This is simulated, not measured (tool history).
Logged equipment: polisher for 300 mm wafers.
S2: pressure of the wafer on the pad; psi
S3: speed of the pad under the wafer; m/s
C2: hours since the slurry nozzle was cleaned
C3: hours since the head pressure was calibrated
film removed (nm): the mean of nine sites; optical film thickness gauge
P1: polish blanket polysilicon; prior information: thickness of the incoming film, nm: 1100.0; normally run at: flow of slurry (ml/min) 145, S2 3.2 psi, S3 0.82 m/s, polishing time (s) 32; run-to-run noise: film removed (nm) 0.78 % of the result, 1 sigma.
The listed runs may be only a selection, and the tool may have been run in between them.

{"run": 1, "day": 0.629, "flow of slurry (ml/min)": 145, "S2": 3.2, "S3": 0.82, "polishing time (s)": 32, "wafers polished on this pad": 750, "C2": 441.8, "C3": 355.6, "film removed (nm)": 228.68}
{"run": 2, "day": 1.254, "flow of slurry (ml/min)": 90, "S2": 3.2, "S3": 0.82, "polishing time (s)": 32, "wafers polished on this pad": 863, "C2": 456.8, "C3": 370.6, "film removed (nm)": 202.66}
{"run": 3, "day": 1.738, "flow of slurry (ml/min)": 145, "S2": 4.8, "S3": 0.82, "polishing time (s)": 32, "wafers polished on this pad": 951, "C2": 468.4, "C3": 382.2, "film removed (nm)": 340.65}
{"run": 4, "day": 2.108, "flow of slurry (ml/min)": 145, "S2": 3.2, "S3": 0.82, "polishing time (s)": 32, "wafers polished on this pad": 1018, "C2": 477.3, "C3": 391.1, "film removed (nm)": 227.35}
{"day": 2.254, "done": "head pressure recalibrated"}
{"run": 5, "day": 2.654, "flow of slurry (ml/min)": 145, "S2": 2, "S3": 0.82, "polishing time (s)": 43, "wafers polished on this pad": 1117, "C2": 490.4, "C3": 9.7, "film removed (nm)": 192.79}
{"run": 6, "day": 3.125, "flow of slurry (ml/min)": 145, "S2": 3.2, "S3": 0.38, "polishing time (s)": 32, "wafers polished on this pad": 1202, "C2": 501.7, "C3": 21, "film removed (nm)": 106.42}
{"run": 7, "day": 3.425, "flow of slurry (ml/min)": 145, "S2": 3.2, "S3": 0.82, "polishing time (s)": 32, "wafers polished on this pad": 1256, "C2": 508.9, "C3": 28.2, "film removed (nm)": 226.94}
{"run": 8, "day": 3.933, "flow of slurry (ml/min)": 145, "S2": 3.2, "S3": 0.42, "polishing time (s)": 20, "wafers polished on this pad": 1348, "C2": 521.1, "C3": 40.4, "film removed (nm)": 72.651}
{"run": 9, "day": 4.371, "flow of slurry (ml/min)": 145, "S2": 3.2, "S3": 0.82, "polishing time (s)": 32, "wafers polished on this pad": 1428, "C2": 531.6, "C3": 50.9, "film removed (nm)": 230.47}
{"run": 10, "day": 4.875, "flow of slurry (ml/min)": 145, "S2": 3.2, "S3": 0.82, "polishing time (s)": 32, "wafers polished on this pad": 1519, "C2": 543.7, "C3": 63, "film removed (nm)": 228.85}
{"run": 11, "day": 5.417, "flow of slurry (ml/min)": 145, "S2": 1.9, "S3": 0.82, "polishing time (s)": 32, "wafers polished on this pad": 1617, "C2": 556.7, "C3": 76, "film removed (nm)": 136.1}
{"run": 12, "day": 5.888, "flow of slurry (ml/min)": 145, "S2": 3.2, "S3": 0.82, "polishing time (s)": 15, "wafers polished on this pad": 1702, "C2": 568, "C3": 87.3, "film removed (nm)": 108.06}
{"run": 13, "day": 6.317, "flow of slurry (ml/min)": 145, "S2": 4.4, "S3": 0.82, "polishing time (s)": 45, "wafers polished on this pad": 1780, "C2": 578.3, "C3": 97.6, "film removed (nm)": 437.83}
{"run": 14, "day": 6.671, "flow of slurry (ml/min)": 145, "S2": 3.2, "S3": 0.82, "polishing time (s)": 32, "wafers polished on this pad": 1844, "C2": 586.8, "C3": 106.1, "film removed (nm)": 229.53}
{"run": 15, "day": 7.288, "flow of slurry (ml/min)": 145, "S2": 3.2, "S3": 0.82, "polishing time (s)": 50, "wafers polished on this pad": 1956, "C2": 601.6, "C3": 120.9, "film removed (nm)": 356.6}
{"run": 16, "day": 7.875, "flow of slurry (ml/min)": 145, "S2": 3.2, "S3": 1.24, "polishing time (s)": 32, "wafers polished on this pad": 2063, "C2": 615.7, "C3": 135, "film removed (nm)": 347.93}
{"run": 17, "day": 8.329, "flow of slurry (ml/min)": 145, "S2": 3.2, "S3": 0.82, "polishing time (s)": 32, "wafers polished on this pad": 2145, "C2": 626.6, "C3": 145.9, "film removed (nm)": 232.15}
{"run": 18, "day": 8.671, "flow of slurry (ml/min)": 200, "S2": 3.2, "S3": 0.82, "polishing time (s)": 32, "wafers polished on this pad": 2207, "C2": 634.8, "C3": 154.1, "film removed (nm)": 239.64}
{"run": 19, "day": 9.321, "flow of slurry (ml/min)": 145, "S2": 3.2, "S3": 0.82, "polishing time (s)": 32, "wafers polished on this pad": 2324, "C2": 650.4, "C3": 169.7, "film removed (nm)": 228.57}
{"run": 20, "day": 9.725, "flow of slurry (ml/min)": 145, "S2": 3.2, "S3": 0.82, "polishing time (s)": 32, "wafers polished on this pad": 2398, "C2": 660.1, "C3": 179.4, "film removed (nm)": 220.02}
{"run": 21, "day": 10.108, "flow of slurry (ml/min)": 145, "S2": 3.2, "S3": 0.82, "polishing time (s)": 32, "wafers polished on this pad": 2467, "C2": 669.3, "C3": 188.6, "film removed (nm)": 213.81}
{"run": 22, "day": 10.45, "flow of slurry (ml/min)": 145, "S2": 3.2, "S3": 0.82, "polishing time (s)": 32, "wafers polished on this pad": 2529, "C2": 677.5, "C3": 196.8, "film removed (nm)": 214.37}
{"day": 10.454, "done": "worn pad replaced by a new one"}
{"run": 23, "day": 10.833, "flow of slurry (ml/min)": 145, "S2": 3.2, "S3": 0.82, "polishing time (s)": 32, "wafers polished on this pad": 68, "C2": 686.7, "C3": 206, "film removed (nm)": 210.68}
{"run": 24, "day": 11.208, "flow of slurry (ml/min)": 145, "S2": 3.2, "S3": 0.82, "polishing time (s)": 32, "wafers polished on this pad": 136, "C2": 695.7, "C3": 215, "film removed (nm)": 210.34}
{"run": 25, "day": 11.846, "flow of slurry (ml/min)": 145, "S2": 3.2, "S3": 0.82, "polishing time (s)": 32, "wafers polished on this pad": 252, "C2": 711, "C3": 230.3, "film removed (nm)": 208.82}

What P1 gives has crept away from where it was. These 2 causes fit the log equally well, each at the size given:
A: head's pressure below its setpoint, % = 9.03
B: slurry flow missing at the pad, % = 35
At approximately day 9.321, the process output began to creep.
What rules out each remaining cause:
removal rate lost through wear of the pad, %: serviced after onset, at day 10.454, with no recovery of the prior output

The list below offers 4 check runs, each averaging the results of 3 wafers, and shows each result as a question mark. For which of them would the listed causes give clearly different results?
{"run": "check 1", "day": 12.483, "flow of slurry (ml/min)": 145, "S2": 4.2, "S3": 0.82, "polishing time (s)": 17, "film removed (nm)": "?"}
{"run": "check 2", "day": 12.483, "flow of slurry (ml/min)": 100, "S2": 3.2, "S3": 1.18, "polishing time (s)": 32, "film removed (nm)": "?"}
{"run": "check 3", "day": 12.483, "flow of slurry (ml/min)": 145, "S2": 4.5, "S3": 0.82, "polishing time (s)": 32, "film removed (nm)": "?"}
{"run": "check 4", "day": 12.483, "flow of slurry (ml/min)": 145, "S2": 3.2, "S3": 0.62, "polishing time (s)": 32, "film removed (nm)": "?"}

How each check would come out, cause by cause:
check=check_1 result=film_removed_(nm) if_A=144.78 if_B=144.77
check=check_2 result=film_removed_(nm) if_A=275.98 if_B=266.1
check=check_3 result=film_removed_(nm) if_A=292 if_B=291.97
check=check_4 result=film_removed_(nm) if_A=157 if_B=156.99
Separation of the two closest causes in each check, using whichever result separates them best: check 1 0.01 %; check 2 3.65 %; check 3 0.01 %; check 4 0.01 %
Check 2 is the one run that separates the causes; every other check would come out nearly the same whichever cause is at work.

Then check 2 was run and gave: film removed (nm) 266.84. Which cause is it?

The cause is B: slurry flow missing at the pad, %.

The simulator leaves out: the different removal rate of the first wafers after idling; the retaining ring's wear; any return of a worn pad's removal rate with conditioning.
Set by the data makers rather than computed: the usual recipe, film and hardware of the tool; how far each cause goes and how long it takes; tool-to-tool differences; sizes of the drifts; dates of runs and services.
